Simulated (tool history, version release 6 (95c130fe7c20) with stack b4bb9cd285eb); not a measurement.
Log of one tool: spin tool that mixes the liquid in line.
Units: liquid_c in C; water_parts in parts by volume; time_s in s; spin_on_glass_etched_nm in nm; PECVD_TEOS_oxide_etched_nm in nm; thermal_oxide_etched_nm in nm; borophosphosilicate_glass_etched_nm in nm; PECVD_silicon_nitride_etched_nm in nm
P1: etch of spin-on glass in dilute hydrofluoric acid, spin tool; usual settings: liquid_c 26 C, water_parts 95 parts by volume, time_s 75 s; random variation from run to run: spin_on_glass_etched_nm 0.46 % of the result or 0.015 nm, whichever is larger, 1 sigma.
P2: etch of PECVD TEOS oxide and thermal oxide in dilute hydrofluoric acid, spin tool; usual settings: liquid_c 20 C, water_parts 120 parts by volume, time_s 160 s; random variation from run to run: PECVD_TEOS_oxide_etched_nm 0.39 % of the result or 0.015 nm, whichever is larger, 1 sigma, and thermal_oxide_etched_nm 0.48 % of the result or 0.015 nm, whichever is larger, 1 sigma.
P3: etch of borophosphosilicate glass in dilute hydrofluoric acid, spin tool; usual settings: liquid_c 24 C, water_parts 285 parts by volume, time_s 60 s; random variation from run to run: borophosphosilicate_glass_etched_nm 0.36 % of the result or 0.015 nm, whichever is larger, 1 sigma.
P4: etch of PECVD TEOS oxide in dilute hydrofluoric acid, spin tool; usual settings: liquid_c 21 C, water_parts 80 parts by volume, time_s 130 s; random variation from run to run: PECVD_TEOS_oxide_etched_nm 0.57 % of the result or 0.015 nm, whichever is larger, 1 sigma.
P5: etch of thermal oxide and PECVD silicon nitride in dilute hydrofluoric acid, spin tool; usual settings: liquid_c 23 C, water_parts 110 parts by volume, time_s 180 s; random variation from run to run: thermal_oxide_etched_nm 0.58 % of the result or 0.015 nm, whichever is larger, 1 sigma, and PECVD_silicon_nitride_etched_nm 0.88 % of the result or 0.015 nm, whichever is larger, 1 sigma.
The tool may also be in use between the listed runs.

run   hour  process  liquid_c  water_parts  time_s  hours since the thermometer was replaced  hours since the hydrofluoric acid flow meter was replaced  spin_on_glass_etched_nm  PECVD_TEOS_oxide_etched_nm  thermal_oxide_etched_nm  borophosphosilicate_glass_etched_nm  PECVD_silicon_nitride_etched_nm
  1    6.2       P1        26           95      75                                     665.2                                                     1445.9                   50.085
  2    9.5       P4        21           80     245                                     668.5                                                     1449.2                                               23.527
  3   14.1       P2        20          175     160                                     673.1                                                     1453.8                                               8.5013                   3.7924
  4     21       P3        24          285     120                                       680                                                     1460.7                                                                                                             19.567
  5     28       P3        24          285      60                                       687                                                     1467.7                                                                                                             9.8157
  6   33.7       P4        21           80     130                                     692.7                                                     1473.4                                               12.381
  7   39.1       P1      33.5           95      75                                     698.1                                                     1478.8                   65.888
  8   44.5       P1        26           95      75                                     703.5                                                     1484.2                   49.769
  9   48.2       P5        23          180     180                                     707.2                                                     1487.9                                                                        4.3079                                                                1.6429
 10   51.6       P1        26           95     140                                     710.6                                                     1491.3                   93.144
 11   56.4       P1        26           95      75                                     715.4                                                     1496.1                    49.61
 12   60.7       P1        26          145      75                                     719.7                                                     1500.4                   30.615
 13   65.3       P5        23          110     350                                     724.3                                                       1505                                                                        14.922                                                                5.1979
 14     70       P5        23          110     180                                       729                                                     1509.7                                                                        7.7344                                                                2.7081
 15   76.9       P3        24           80      60                                     735.9                                                     1516.6                                                                                                             43.742
 16   82.8       P5        17          110     180                                     741.8                                                     1522.5                                                                         6.039                                                                1.7703
 17   89.7       P2        26          120     160                                     748.7                                                     1529.4                                               16.781                   7.4122
 18   94.5       P2        20          120     265                                     753.5                                                     1534.2                                               21.688                   9.6733
 19    100       P3        24          285      60                                       759                                                     1539.7                                                                                                             9.7431
 20  105.2       P3      32.5          285      60                                     764.2                                                     1544.9                                                                                                             12.966
 21  110.2       P5        23          110     180                                     769.2                                                     1549.9                                                                        7.6735                                                                2.7139
 22  115.2       P1        26           95      75                                     774.2                                                     1554.9                   49.906
 23  119.2       P1        26           95      30                                     778.2                                                     1558.9                   20.049
     121.3  -- thermometer replaced
 24  122.7       P4        21           40     130                                       1.5                                                     1562.4                                               26.086
 25  126.1       P1        26           95      75                                       4.9                                                     1565.8                   49.525
 26  132.4       P1        26          155     130                                      11.2                                                     1572.1                   48.995
 27  138.7       P4      27.5           80     130                                      17.5                                                     1578.4                                               15.962
 28  142.3       P4        21           80     130                                      21.1                                                       1582                                               12.493
 29    146       P2        20          120     160                                      24.8                                                     1585.7                                               13.127                   5.8467
 30    151       P1      19.5           95      75                                      29.8                                                     1590.7                   38.143
 31  156.6       P1        26           95      75                                      35.4                                                     1596.3                   50.238
 32  163.6       P1        26           95      75                                      42.4                                                     1603.3                    50.03
 33  169.5       P1        26           35      75                                      48.3                                                     1609.2                   146.13

Forecast run 34:
 34  172.9       P1        26           95      75                                      51.7                                                     1612.6                        ?

{"run 34": {"spin_on_glass_etched_nm": 49.799}}

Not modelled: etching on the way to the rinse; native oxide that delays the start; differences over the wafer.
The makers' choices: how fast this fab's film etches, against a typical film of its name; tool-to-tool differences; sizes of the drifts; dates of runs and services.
